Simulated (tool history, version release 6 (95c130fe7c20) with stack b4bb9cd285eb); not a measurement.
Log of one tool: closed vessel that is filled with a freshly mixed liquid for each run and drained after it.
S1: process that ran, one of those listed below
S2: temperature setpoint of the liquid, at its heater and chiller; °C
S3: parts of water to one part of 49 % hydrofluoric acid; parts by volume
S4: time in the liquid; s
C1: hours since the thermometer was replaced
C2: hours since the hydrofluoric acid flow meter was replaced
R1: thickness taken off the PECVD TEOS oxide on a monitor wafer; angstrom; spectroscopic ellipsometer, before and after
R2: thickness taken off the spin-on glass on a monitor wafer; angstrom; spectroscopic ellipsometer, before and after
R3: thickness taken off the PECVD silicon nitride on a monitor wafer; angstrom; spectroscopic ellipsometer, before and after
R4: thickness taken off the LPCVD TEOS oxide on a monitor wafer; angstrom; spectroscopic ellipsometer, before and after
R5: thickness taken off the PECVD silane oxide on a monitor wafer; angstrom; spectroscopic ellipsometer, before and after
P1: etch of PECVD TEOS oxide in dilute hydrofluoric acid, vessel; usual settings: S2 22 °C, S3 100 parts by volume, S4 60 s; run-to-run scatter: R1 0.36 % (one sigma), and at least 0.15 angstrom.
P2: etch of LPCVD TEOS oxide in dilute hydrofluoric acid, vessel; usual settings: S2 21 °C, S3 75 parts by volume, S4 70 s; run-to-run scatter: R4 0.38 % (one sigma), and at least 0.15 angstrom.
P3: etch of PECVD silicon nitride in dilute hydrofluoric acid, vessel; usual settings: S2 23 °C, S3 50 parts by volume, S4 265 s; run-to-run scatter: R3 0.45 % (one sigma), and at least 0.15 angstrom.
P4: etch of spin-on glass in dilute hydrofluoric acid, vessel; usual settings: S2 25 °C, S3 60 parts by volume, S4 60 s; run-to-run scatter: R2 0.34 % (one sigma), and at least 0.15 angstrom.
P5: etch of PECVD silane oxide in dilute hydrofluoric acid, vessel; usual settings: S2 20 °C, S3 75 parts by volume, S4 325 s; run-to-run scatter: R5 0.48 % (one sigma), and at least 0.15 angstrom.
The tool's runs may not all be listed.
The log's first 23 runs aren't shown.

run,hour,S1,S2,S3,S4,C1,C2,R1,R2,R3,R4,R5
24,330.5,P1,22,175,60,1606.6,1000.7,38.458,,,,
25,344.6,P1,22,60,110,1620.7,1014.8,234.86,,,,
26,357.5,P1,22,100,60,1633.6,1027.7,73.425,,,,
27,372.1,P3,23,20,265,1648.2,1042.3,,,208.74,,
28,380.8,P2,17,75,70,1656.9,1051,,,,318.23,
29,392.2,P4,25,60,30,1668.3,1062.4,,260.54,,,
30,403.3,P1,22,100,60,1679.4,1073.5,73.443,,,,
31,419.7,P3,17,50,265,1695.8,1089.9,,,56.625,,
32,430.7,P4,25,60,60,1706.8,1100.9,,522.86,,,
33,445.5,P1,22,55,60,1721.6,1115.7,140.32,,,,
34,460,P1,22,100,60,1736.1,1130.2,72.678,,,,
35,476.6,P1,22,100,60,1752.7,1146.8,75.432,,,,

The next listed run, before its measurement:
36,488.2,P1,22,100,60,1764.3,1158.4,?,,,,

{"run 36": {"R1": 76.544}}

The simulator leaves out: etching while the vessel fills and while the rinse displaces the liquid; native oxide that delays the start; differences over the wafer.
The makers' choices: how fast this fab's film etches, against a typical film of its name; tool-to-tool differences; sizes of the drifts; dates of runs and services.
